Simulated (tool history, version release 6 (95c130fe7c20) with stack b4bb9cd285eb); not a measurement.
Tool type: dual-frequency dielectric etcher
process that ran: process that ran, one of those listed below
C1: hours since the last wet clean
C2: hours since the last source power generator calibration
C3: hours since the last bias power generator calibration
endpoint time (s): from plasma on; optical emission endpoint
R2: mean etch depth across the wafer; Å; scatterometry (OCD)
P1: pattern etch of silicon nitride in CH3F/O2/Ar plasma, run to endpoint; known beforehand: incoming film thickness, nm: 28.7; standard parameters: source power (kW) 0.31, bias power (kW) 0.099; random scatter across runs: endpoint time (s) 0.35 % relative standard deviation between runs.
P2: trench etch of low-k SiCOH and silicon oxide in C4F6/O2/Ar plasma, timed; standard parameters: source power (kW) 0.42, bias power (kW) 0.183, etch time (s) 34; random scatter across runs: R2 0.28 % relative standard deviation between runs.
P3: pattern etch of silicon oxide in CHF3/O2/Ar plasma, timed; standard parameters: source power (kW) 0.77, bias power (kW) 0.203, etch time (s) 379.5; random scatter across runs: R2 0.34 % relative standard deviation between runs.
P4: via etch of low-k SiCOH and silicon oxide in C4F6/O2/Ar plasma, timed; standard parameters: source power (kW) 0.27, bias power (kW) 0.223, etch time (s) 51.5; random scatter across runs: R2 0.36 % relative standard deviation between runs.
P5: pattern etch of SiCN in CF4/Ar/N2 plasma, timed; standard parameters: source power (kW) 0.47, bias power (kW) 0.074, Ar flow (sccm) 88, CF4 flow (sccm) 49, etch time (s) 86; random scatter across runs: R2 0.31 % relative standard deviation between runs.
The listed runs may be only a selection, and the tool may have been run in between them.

run 1 hour=10.4 | process_that_ran=P1 source_power_(kW)=0.31 bias_power_(kW)=0.099 | C1=322 C2=1057 C3=2842.5 | endpoint_time_(s)=41.271
run 2 hour=19.2 | process_that_ran=P2 source_power_(kW)=0.42 bias_power_(kW)=0.183 etch_time_(s)=50.5 | C1=330.8 C2=1065.8 C3=2851.3 | R2=1633.3
run 3 hour=30.7 | process_that_ran=P2 source_power_(kW)=0.42 bias_power_(kW)=0.183 etch_time_(s)=34 | C1=342.3 C2=1077.3 C3=2862.8 | R2=1106.2
run 4 hour=44.8 | process_that_ran=P2 source_power_(kW)=0.42 bias_power_(kW)=0.183 etch_time_(s)=34 | C1=356.4 C2=1091.4 C3=2876.9 | R2=1102.3
run 5 hour=54 | process_that_ran=P5 source_power_(kW)=0.63 bias_power_(kW)=0.074 etch_time_(s)=86 Ar_flow_(sccm)=88 CF4_flow_(sccm)=49 | C1=365.6 C2=1100.6 C3=2886.1 | R2=964.07
run 6 hour=65.5 | process_that_ran=P5 source_power_(kW)=0.47 bias_power_(kW)=0.044 etch_time_(s)=86 Ar_flow_(sccm)=88 CF4_flow_(sccm)=49 | C1=377.1 C2=1112.1 C3=2897.6 | R2=623.04
run 7 hour=75.7 | process_that_ran=P1 source_power_(kW)=0.31 bias_power_(kW)=0.099 | C1=387.3 C2=1122.3 C3=2907.8 | endpoint_time_(s)=41.532
run 8 hour=86.8 | process_that_ran=P3 source_power_(kW)=0.77 bias_power_(kW)=0.161 etch_time_(s)=379.5 | C1=398.4 C2=1133.4 C3=2918.9 | R2=8117.4
run 9 hour=102.3 | process_that_ran=P1 source_power_(kW)=0.31 bias_power_(kW)=0.099 | C1=413.9 C2=1148.9 C3=2934.4 | endpoint_time_(s)=41.404
run 10 hour=113.3 | process_that_ran=P4 source_power_(kW)=0.35 bias_power_(kW)=0.223 etch_time_(s)=51.5 | C1=424.9 C2=1159.9 C3=2945.4 | R2=1485.5
run 11 hour=120.4 | process_that_ran=P1 source_power_(kW)=0.41 bias_power_(kW)=0.079 | C1=432 C2=1167 C3=2952.5 | endpoint_time_(s)=40.119
run 12 hour=136 | process_that_ran=P2 source_power_(kW)=0.42 bias_power_(kW)=0.245 etch_time_(s)=34 | C1=447.6 C2=1182.6 C3=2968.1 | R2=1211.2
run 13 hour=146.7 | process_that_ran=P5 source_power_(kW)=0.47 bias_power_(kW)=0.074 etch_time_(s)=86 Ar_flow_(sccm)=88 CF4_flow_(sccm)=49 | C1=458.3 C2=1193.3 C3=2978.8 | R2=745.2
run 14 hour=157.2 | process_that_ran=P1 source_power_(kW)=0.31 bias_power_(kW)=0.099 | C1=468.8 C2=1203.8 C3=2989.3 | endpoint_time_(s)=41.382
run 15 hour=164.7 | process_that_ran=P1 source_power_(kW)=0.21 bias_power_(kW)=0.133 | C1=476.3 C2=1211.3 C3=2996.8 | endpoint_time_(s)=42.677
run 16 hour=178.9 | process_that_ran=P1 source_power_(kW)=0.24 bias_power_(kW)=0.099 | C1=490.5 C2=1225.5 C3=3011 | endpoint_time_(s)=45.465
run 17 hour=191.1 | process_that_ran=P3 source_power_(kW)=0.55 bias_power_(kW)=0.203 etch_time_(s)=379.5 | C1=502.7 C2=1237.7 C3=3023.2 | R2=7756.4
run 18 hour=200.9 | process_that_ran=P1 source_power_(kW)=0.31 bias_power_(kW)=0.128 | C1=512.5 C2=1247.5 C3=3033 | endpoint_time_(s)=37.425
run 19 hour=210.9 | process_that_ran=P5 source_power_(kW)=0.47 bias_power_(kW)=0.074 etch_time_(s)=86 Ar_flow_(sccm)=88 CF4_flow_(sccm)=49 | C1=522.5 C2=1257.5 C3=3043 | R2=747.11
run 20 hour=220.6 | process_that_ran=P2 source_power_(kW)=0.53 bias_power_(kW)=0.183 etch_time_(s)=34 | C1=532.2 C2=1267.2 C3=3052.7 | R2=1209.1
run 21 hour=230 | process_that_ran=P5 source_power_(kW)=0.47 bias_power_(kW)=0.074 etch_time_(s)=86 Ar_flow_(sccm)=68 CF4_flow_(sccm)=49 | C1=541.6 C2=1276.6 C3=3062.1 | R2=772.42
run 22 hour=239.3 | process_that_ran=P4 source_power_(kW)=0.27 bias_power_(kW)=0.223 etch_time_(s)=28.5 | C1=550.9 C2=1285.9 C3=3071.4 | R2=736.77
run 23 hour=248 | process_that_ran=P4 source_power_(kW)=0.27 bias_power_(kW)=0.223 etch_time_(s)=51.5 | C1=559.6 C2=1294.6 C3=3080.1 | R2=1340.7
run 24 hour=257.6 | process_that_ran=P1 source_power_(kW)=0.39 bias_power_(kW)=0.099 | C1=569.2 C2=1304.2 C3=3089.7 | endpoint_time_(s)=38.103
run 25 hour=269.4 | process_that_ran=P3 source_power_(kW)=0.77 bias_power_(kW)=0.203 etch_time_(s)=379.5 | C1=581 C2=1316 C3=3101.5 | R2=8788.4
run 26 hour=277.5 | process_that_ran=P3 source_power_(kW)=0.77 bias_power_(kW)=0.203 etch_time_(s)=474.5 | C1=589.1 C2=1324.1 C3=3109.6 | R2=11021
run 27 hour=290.9 | process_that_ran=P1 source_power_(kW)=0.31 bias_power_(kW)=0.099 | C1=602.5 C2=1337.5 C3=3123 | endpoint_time_(s)=41.293
run 28 hour=304.3 | process_that_ran=P1 source_power_(kW)=0.31 bias_power_(kW)=0.099 | C1=615.9 C2=1350.9 C3=3136.4 | endpoint_time_(s)=41.57
run 29 hour=311.5 | process_that_ran=P5 source_power_(kW)=0.47 bias_power_(kW)=0.074 etch_time_(s)=86 Ar_flow_(sccm)=88 CF4_flow_(sccm)=31 | C1=623.1 C2=1358.1 C3=3143.6 | R2=691.15
run 30 hour=322.8 | process_that_ran=P1 source_power_(kW)=0.31 bias_power_(kW)=0.059 | C1=634.4 C2=1369.4 C3=3154.9 | endpoint_time_(s)=49.626
run 31 hour=336.2 | process_that_ran=P1 source_power_(kW)=0.2 bias_power_(kW)=0.138 | C1=647.8 C2=1382.8 C3=3168.3 | endpoint_time_(s)=42.513
run 32 hour=352.2 | process_that_ran=P4 source_power_(kW)=0.27 bias_power_(kW)=0.309 etch_time_(s)=51.5 | C1=663.8 C2=1398.8 C3=3184.3 | R2=1505.8
run 33 hour=364.6 | process_that_ran=P5 source_power_(kW)=0.47 bias_power_(kW)=0.074 etch_time_(s)=105.5 Ar_flow_(sccm)=88 CF4_flow_(sccm)=49 | C1=676.2 C2=1411.2 C3=3196.7 | R2=916.31
run 34 hour=374.3 | process_that_ran=P1 source_power_(kW)=0.31 bias_power_(kW)=0.099 | C1=685.9 C2=1420.9 C3=3206.4 | endpoint_time_(s)=41.091
run 35 hour=388.9 | process_that_ran=P1 source_power_(kW)=0.31 bias_power_(kW)=0.099 | C1=700.5 C2=1435.5 C3=3221 | endpoint_time_(s)=41.044
run 36 hour=397.4 | process_that_ran=P1 source_power_(kW)=0.31 bias_power_(kW)=0.099 | C1=709 C2=1444 C3=3229.5 | endpoint_time_(s)=40.9
run 37 hour=409.3 | process_that_ran=P1 source_power_(kW)=0.31 bias_power_(kW)=0.099 | C1=720.9 C2=1455.9 C3=3241.4 | endpoint_time_(s)=40.847
run 38 hour=418.3 | process_that_ran=P1 source_power_(kW)=0.31 bias_power_(kW)=0.099 | C1=729.9 C2=1464.9 C3=3250.4 | endpoint_time_(s)=40.597
run 39 hour=432.6 | process_that_ran=P1 source_power_(kW)=0.31 bias_power_(kW)=0.099 | C1=744.2 C2=1479.2 C3=3264.7 | endpoint_time_(s)=40.707
run 40 hour=448.1 | process_that_ran=P1 source_power_(kW)=0.31 bias_power_(kW)=0.099 | C1=759.7 C2=1494.7 C3=3280.2 | endpoint_time_(s)=40.692
run 41 hour=455.4 | process_that_ran=P1 source_power_(kW)=0.31 bias_power_(kW)=0.099 | C1=767 C2=1502 C3=3287.5 | endpoint_time_(s)=40.518
-- hour=460.5 wet clean of the chamber
run 42 hour=466.9 | process_that_ran=P1 source_power_(kW)=0.31 bias_power_(kW)=0.099 | C1=6.5 C2=1513.5 C3=3299 | endpoint_time_(s)=40.617
run 43 hour=480 | process_that_ran=P1 source_power_(kW)=0.31 bias_power_(kW)=0.099 | C1=19.6 C2=1526.6 C3=3312.1 | endpoint_time_(s)=40.517
run 44 hour=490.5 | process_that_ran=P1 source_power_(kW)=0.31 bias_power_(kW)=0.099 | C1=30.1 C2=1537.1 C3=3322.6 | endpoint_time_(s)=40.423
run 45 hour=505.9 | process_that_ran=P1 source_power_(kW)=0.31 bias_power_(kW)=0.099 | C1=45.5 C2=1552.5 C3=3338 | endpoint_time_(s)=40.449

Something has made what P1 gives creep away from where it was; the 2 causes below, each at its own stated size, fit the log equally well:
A: bias power that arrives over what is set, % = 4.83
B: source power that arrives over what is set, % = 4.87
Creep in the process output first set in at about hour 374.3.
Other possible causes, and why each is ruled out:
chamber walls in a state that raises the etch rate, %: serviced after onset, at hour 460.5, with no recovery of the prior output

Listed below are the offered check runs, one wafer per run, with question marks in place of results. For which of them would the causes give clearly different outcomes?
run check 1 hour=521.3 | process_that_ran=P2 source_power_(kW)=0.53 bias_power_(kW)=0.183 etch_time_(s)=49.5 | R2=?
run check 2 hour=521.3 | process_that_ran=P4 source_power_(kW)=0.27 bias_power_(kW)=0.287 etch_time_(s)=30 | R2=?
run check 3 hour=521.3 | process_that_ran=P3 source_power_(kW)=0.77 bias_power_(kW)=0.164 etch_time_(s)=379.5 | R2=?
run check 4 hour=521.3 | process_that_ran=P5 source_power_(kW)=0.47 bias_power_(kW)=0.046 etch_time_(s)=86 Ar_flow_(sccm)=88 CF4_flow_(sccm)=49 | R2=?

What every check run would give for each of its results, assuming each possible cause in turn:
check=check_1 result=R2 if_A=1783.3 if_B=1790.3
check=check_2 result=R2 if_A=867.2 if_B=868.18
check=check_3 result=R2 if_A=8309.4 if_B=8334.7
check=check_4 result=R2 if_A=643.6 if_B=661.04
Per check, the gap between the least separated pair of causes, taken in the result that splits them most: check 1 0.39 %; check 2 0.11 %; check 3 0.3 %; check 4 2.67 %
Only in check 4 would the causes give clearly different results; in the remaining checks their results would be nearly the same.

Check 4 was carried out, with these results: R2 645.38 Å. Which of the listed causes is responsible?

It was cause A: bias power that arrives over what is set, %.

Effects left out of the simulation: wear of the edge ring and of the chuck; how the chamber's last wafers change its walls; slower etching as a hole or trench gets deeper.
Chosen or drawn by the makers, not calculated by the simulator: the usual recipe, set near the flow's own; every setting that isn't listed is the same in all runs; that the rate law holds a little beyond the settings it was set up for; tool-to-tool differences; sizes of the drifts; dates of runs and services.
